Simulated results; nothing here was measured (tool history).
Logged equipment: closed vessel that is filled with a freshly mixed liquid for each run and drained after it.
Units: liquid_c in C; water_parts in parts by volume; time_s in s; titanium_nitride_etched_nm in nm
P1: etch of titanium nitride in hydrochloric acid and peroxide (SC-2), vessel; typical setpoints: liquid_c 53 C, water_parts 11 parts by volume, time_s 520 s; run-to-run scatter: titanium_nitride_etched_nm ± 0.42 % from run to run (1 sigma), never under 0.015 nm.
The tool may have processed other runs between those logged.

{"run": 1, "hour": 5.0, "liquid_c": 53, "water_parts": 11, "time_s": 520, "titanium_nitride_etched_nm": 14.512}
{"run": 2, "hour": 10.6, "liquid_c": 53, "water_parts": 11, "time_s": 90, "titanium_nitride_etched_nm": 2.4995}
{"run": 3, "hour": 18.8, "liquid_c": 53, "water_parts": 11, "time_s": 520, "titanium_nitride_etched_nm": 14.428}
{"run": 4, "hour": 24.6, "liquid_c": 39, "water_parts": 11, "time_s": 520, "titanium_nitride_etched_nm": 5.5239}
{"run": 5, "hour": 28.9, "liquid_c": 68.5, "water_parts": 11, "time_s": 520, "titanium_nitride_etched_nm": 37.826}
{"run": 6, "hour": 33.3, "liquid_c": 53, "water_parts": 11, "time_s": 520, "titanium_nitride_etched_nm": 14.557}
{"run": 7, "hour": 39.2, "liquid_c": 53, "water_parts": 11, "time_s": 520, "titanium_nitride_etched_nm": 14.422}
{"run": 8, "hour": 44.9, "liquid_c": 67, "water_parts": 11, "time_s": 275, "titanium_nitride_etched_nm": 18.282}
{"run": 9, "hour": 50.1, "liquid_c": 53, "water_parts": 11, "time_s": 520, "titanium_nitride_etched_nm": 14.446}
{"run": 10, "hour": 59.6, "liquid_c": 53, "water_parts": 11, "time_s": 880, "titanium_nitride_etched_nm": 24.281}
{"run": 11, "hour": 67.2, "liquid_c": 53, "water_parts": 18.5, "time_s": 520, "titanium_nitride_etched_nm": 9.185}
{"run": 12, "hour": 74.9, "liquid_c": 53, "water_parts": 4, "time_s": 520, "titanium_nitride_etched_nm": 31.426}
{"run": 13, "hour": 80.3, "liquid_c": 53, "water_parts": 11, "time_s": 520, "titanium_nitride_etched_nm": 14.395}

What will run 14 give?
{"run": 14, "hour": 88.4, "liquid_c": 53, "water_parts": 11, "time_s": 520, "titanium_nitride_etched_nm": "?"}

{"run 14": {"titanium_nitride_etched_nm": 14.903}}
